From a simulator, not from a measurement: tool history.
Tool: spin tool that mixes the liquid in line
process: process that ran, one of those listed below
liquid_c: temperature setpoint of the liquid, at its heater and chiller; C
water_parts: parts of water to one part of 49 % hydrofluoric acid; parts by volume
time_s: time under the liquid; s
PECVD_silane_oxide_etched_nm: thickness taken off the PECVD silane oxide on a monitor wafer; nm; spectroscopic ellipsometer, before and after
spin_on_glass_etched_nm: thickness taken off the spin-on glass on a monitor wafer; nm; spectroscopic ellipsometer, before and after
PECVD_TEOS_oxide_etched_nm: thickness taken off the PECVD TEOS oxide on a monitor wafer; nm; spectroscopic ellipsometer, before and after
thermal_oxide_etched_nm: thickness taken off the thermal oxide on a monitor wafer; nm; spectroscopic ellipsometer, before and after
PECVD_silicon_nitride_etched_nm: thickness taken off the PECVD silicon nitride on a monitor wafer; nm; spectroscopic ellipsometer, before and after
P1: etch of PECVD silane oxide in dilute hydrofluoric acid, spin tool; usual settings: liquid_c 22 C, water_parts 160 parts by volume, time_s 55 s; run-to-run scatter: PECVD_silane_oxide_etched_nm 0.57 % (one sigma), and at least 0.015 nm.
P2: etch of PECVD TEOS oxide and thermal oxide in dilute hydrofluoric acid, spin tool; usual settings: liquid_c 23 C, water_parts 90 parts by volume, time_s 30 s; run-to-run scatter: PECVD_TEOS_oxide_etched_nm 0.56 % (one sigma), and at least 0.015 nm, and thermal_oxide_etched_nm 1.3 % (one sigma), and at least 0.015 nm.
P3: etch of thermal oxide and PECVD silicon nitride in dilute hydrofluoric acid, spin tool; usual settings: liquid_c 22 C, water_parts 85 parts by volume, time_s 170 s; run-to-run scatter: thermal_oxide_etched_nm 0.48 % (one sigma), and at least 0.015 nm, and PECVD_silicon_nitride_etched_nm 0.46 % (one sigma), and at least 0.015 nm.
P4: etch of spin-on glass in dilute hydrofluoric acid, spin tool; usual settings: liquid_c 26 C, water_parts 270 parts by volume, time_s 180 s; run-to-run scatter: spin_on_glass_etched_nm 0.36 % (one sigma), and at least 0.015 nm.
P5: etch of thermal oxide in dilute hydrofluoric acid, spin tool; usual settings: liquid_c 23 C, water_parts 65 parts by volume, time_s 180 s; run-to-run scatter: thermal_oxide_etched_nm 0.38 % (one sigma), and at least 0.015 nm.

run     day  process  liquid_c  water_parts  time_s  hours since the thermometer was replaced  hours since the hydrofluoric acid flow meter was replaced  PECVD_silane_oxide_etched_nm  spin_on_glass_etched_nm  PECVD_TEOS_oxide_etched_nm  thermal_oxide_etched_nm  PECVD_silicon_nitride_etched_nm
  1   0.371       P1        22          160      55                                       423                                                        196                        8.2965
  2   0.838       P1        22           45      55                                     434.2                                                      207.2                        34.517
  3   1.142       P4        26          270     180                                     441.5                                                      214.5                                                 16.561
  4     1.5       P1        17          160      55                                     450.1                                                      223.1                        6.8917
  5    1.85       P1        27          160      20                                     458.5                                                      231.5                        3.6584
  6   2.292       P2        23           90      15                                     469.1                                                      242.1                                                                             2.8063                  0.79623
  7   2.625       P4        26           85     180                                     477.1                                                      250.1                                                 64.891
  8   2.962       P5        23           65     180                                     485.2                                                      258.2                                                                                                      13.351
  9   3.317       P3        22           85     170                                     493.7                                                      266.7                                                                                                      8.8256                           9.9121
 10   3.717       P5        23           65     265                                     503.3                                                      276.3                                                                                                      19.668
 11     4.2       P1        28          160      55                                     514.9                                                      287.9                        10.452
 12   4.758       P3        22           85     170                                     528.3                                                      301.3                                                                                                       8.772                            9.953
 13   5.354       P1        22          230      55                                     542.6                                                      315.6                        5.4052
 14   5.796       P1        22          160      55                                     553.2                                                      326.2                        8.3297
        5.8  -- thermometer replaced
 15   6.267       P1        22          160      15                                      11.3                                                      337.5                        2.2932
 16   6.575       P1        22          160      55                                      18.7                                                      344.9                        8.3304
 17   7.058       P3        22           85     285                                      30.3                                                      356.5                                                                                                      14.891                           16.481
 18   7.404       P1        22          160      90                                      38.6                                                      364.8                        13.652
      7.808  -- hydrofluoric acid flow meter replaced
 19   7.917       P1        22          160      55                                      50.9                                                        2.6                        8.3958
 20   8.329       P4      20.5          270     180                                      60.8                                                       12.5                                                  13.61
 21   8.683       P5      30.5           65     180                                      69.3                                                         21                                                                                                      18.027
 22   9.067       P2        23          155      30                                      78.5                                                       30.2                                                                             3.0096                  0.85537
 23   9.546       P3      28.5           85     170                                        90                                                       41.7                                                                                                      11.383                           15.253
 24   9.888       P2        17           90      30                                      98.2                                                       49.9                                                                              4.391                   1.2381
 25  10.508       P3        22          125     170                                     113.1                                                       64.8                                                                                                      5.7841                            6.676
 26  10.788       P2        23           90      30                                     119.8                                                       71.5                                                                             5.5721                   1.5289
 27  11.338       P1        18          220      55                                       133                                                       84.7                        4.9114
 28  11.854       P4        26          270     180                                     145.4                                                       97.1                                                 16.491
 29  12.458       P4        26          270      60                                     159.9                                                      111.6                                                 5.5014
 30  13.088       P5        23           95     180                                       175                                                      126.7                                                                                                      8.8436
 31  13.625       P1        22          160      55                                     187.9                                                      139.6                        8.4435
 32  14.204       P1        22          160      55                                     201.8                                                      153.5                        8.5688
 33  14.558       P1        22          160      55                                     210.3                                                        162                        8.6917
 34  14.858       P1        22          160      55                                     217.5                                                      169.2                        8.8334
 35  15.321       P1        22          160      55                                     228.6                                                      180.3                        8.7785
 36  15.846       P1        22          160      55                                     241.2                                                      192.9                        8.9101
 37  16.408       P1        22          160      55                                     254.7                                                      206.4                        8.8554
 38  16.933       P1        22          160      55                                     267.3                                                        219                        8.9278
 39  17.538       P1        22          160      55                                     281.8                                                      233.5                        8.8873

What P1 gives has crept away from where it was. These 2 causes fit the log equally well, each at the size given:
A: liquid hotter than its thermometer reads (K) = 1.52
B: hydrofluoric acid flow above the setpoint (%) = 5.11
The creep began at about day 13.625.

4 check runs are offered, one wafer each, their results left as question marks. Which one tells the causes apart?
check 1  18.142       P5      28.5           95     180                                                                                                                                                                                                                ?
check 2  18.142       P2        17          115      30                                                                                                                                                                                       ?                        ?
check 3  18.142       P3        22           85     230                                                                                                                                                                                                                ?                                ?
check 4  18.142       P4      22.5          160     180                                                                                                                                                           ?

What each check would give under each cause:
  check                           result    if A     if B
check 1          thermal_oxide_etched_nm  11.572   11.556
check 2       PECVD_TEOS_oxide_etched_nm  3.5443   3.5175
check 2          thermal_oxide_etched_nm  1.0004  0.99282
check 3          thermal_oxide_etched_nm  12.735   12.649
check 3  PECVD_silicon_nitride_etched_nm  14.811   14.046
check 4          spin_on_glass_etched_nm  29.273    29.28
How far apart the two closest causes lie, in the result that separates them most: check 1 0.14 %; check 2 0.76 %; check 3 5.3 %; check 4 0.02 %
Only check 3 tells the causes apart: in the others they would give nearly the same result.

Check 3 was then run and gave: thermal_oxide_etched_nm 12.596 nm; PECVD_silicon_nitride_etched_nm 14.917 nm. Which cause is it?

It is A: liquid hotter than its thermometer reads (K).
